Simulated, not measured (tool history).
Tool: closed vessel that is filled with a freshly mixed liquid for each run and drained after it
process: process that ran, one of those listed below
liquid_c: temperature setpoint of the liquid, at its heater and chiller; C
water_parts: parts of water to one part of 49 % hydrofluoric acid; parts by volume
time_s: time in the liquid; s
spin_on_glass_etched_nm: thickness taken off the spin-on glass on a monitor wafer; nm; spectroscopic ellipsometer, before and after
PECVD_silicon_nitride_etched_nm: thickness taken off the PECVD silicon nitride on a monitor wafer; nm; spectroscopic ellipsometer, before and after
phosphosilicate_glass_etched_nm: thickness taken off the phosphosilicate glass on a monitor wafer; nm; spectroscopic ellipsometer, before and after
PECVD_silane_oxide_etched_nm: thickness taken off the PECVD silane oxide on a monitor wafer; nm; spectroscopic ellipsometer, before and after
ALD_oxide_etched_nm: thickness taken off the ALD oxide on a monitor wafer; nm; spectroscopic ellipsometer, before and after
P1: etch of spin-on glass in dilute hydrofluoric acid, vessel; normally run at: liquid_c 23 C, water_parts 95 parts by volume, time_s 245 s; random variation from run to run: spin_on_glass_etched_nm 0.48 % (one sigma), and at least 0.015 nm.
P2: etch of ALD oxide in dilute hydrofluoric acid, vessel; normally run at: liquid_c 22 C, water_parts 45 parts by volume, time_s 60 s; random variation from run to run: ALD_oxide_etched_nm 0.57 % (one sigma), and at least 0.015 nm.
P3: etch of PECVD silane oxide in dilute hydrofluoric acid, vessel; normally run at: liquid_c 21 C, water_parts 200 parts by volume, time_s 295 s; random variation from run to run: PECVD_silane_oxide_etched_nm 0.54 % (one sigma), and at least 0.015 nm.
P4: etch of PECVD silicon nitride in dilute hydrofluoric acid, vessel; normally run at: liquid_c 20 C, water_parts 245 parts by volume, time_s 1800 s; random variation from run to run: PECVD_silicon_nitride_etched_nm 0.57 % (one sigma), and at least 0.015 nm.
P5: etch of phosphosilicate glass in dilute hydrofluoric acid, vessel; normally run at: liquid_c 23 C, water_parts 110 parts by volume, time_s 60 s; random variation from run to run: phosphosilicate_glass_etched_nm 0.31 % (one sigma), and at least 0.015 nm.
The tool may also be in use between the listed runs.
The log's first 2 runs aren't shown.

| run | hour | process | liquid_c | water_parts | time_s | spin_on_glass_etched_nm | PECVD_silicon_nitride_etched_nm | phosphosilicate_glass_etched_nm | PECVD_silane_oxide_etched_nm | ALD_oxide_etched_nm |
|---|---|---|---|---|---|---|---|---|---|---|
| 3 | 27.4 | P5 | 17 | 110 | 60 |  |  | 49.827 |  |  |
| 4 | 34.4 | P1 | 23 | 95 | 245 | 57.4190 |  |  |  |  |
| 5 | 44.3 | P1 | 23 | 170 | 410 | 48.7390 |  |  |  |  |
| 6 | 54.2 | P1 | 23 | 50 | 245 | 114.4800 |  |  |  |  |
| 7 | 62.1 | P1 | 27 | 95 | 50 | 13.6010 |  |  |  |  |
| 8 | 70.5 | P1 | 17 | 95 | 245 | 44.4920 |  |  |  |  |
| 9 | 76.2 | P3 | 21 | 200 | 295 |  |  |  | 47.1460 |  |
| 10 | 81.9 | P2 | 22 | 45 | 60 |  |  |  |  | 13.1910 |
| 11 | 89.2 | P3 | 21 | 200 | 30 |  |  |  | 4.7724 |  |
| 12 | 94.1 | P4 | 20 | 245 | 3275 |  | 17.5890 |  |  |  |
| 13 | 103.3 | P1 | 23 | 140 | 245 | 36.6310 |  |  |  |  |
| 14 | 108.8 | P1 | 23 | 95 | 245 | 57.4510 |  |  |  |  |
| 15 | 118.3 | P3 | 17 | 200 | 295 |  |  |  | 40.0660 |  |
| 16 | 124.0 | P5 | 23 | 25 | 60 |  |  | 312.580 |  |  |
| 17 | 132.8 | P5 | 23 | 110 | 60 |  |  | 63.532 |  |  |
| 18 | 142.2 | P1 | 23 | 95 | 35 | 8.1221 |  |  |  |  |
| 19 | 149.3 | P4 | 20 | 245 | 1800 |  | 9.6338 |  |  |  |
| 20 | 154.7 | P1 | 23 | 95 | 245 | 57.2960 |  |  |  |  |
| 21 | 161.9 | P3 | 21 | 200 | 295 |  |  |  | 46.2590 |  |
| 22 | 169.1 | P2 | 22 | 45 | 30 |  |  |  |  | 6.6112 |
| 23 | 177.9 | P4 | 20 | 80 | 1800 |  | 28.8500 |  |  |  |
| 24 | 182.9 | P5 | 23 | 110 | 60 |  |  | 63.746 |  |  |
| 25 | 190.8 | P3 | 21 | 325 | 295 |  |  |  | 25.6460 |  |
| 26 | 200.3 | P2 | 30 | 45 | 60 |  |  |  |  | 18.0560 |
| 27 | 205.4 | P1 | 17 | 95 | 360 | 65.6080 |  |  |  |  |

The next listed run, before its measurement:
| 28 | 214.8 | P1 | 27 | 95 | 245 | ? |  |  |  |  |

Run 28 gave spin_on_glass_etched_nm 67.0980 nm.
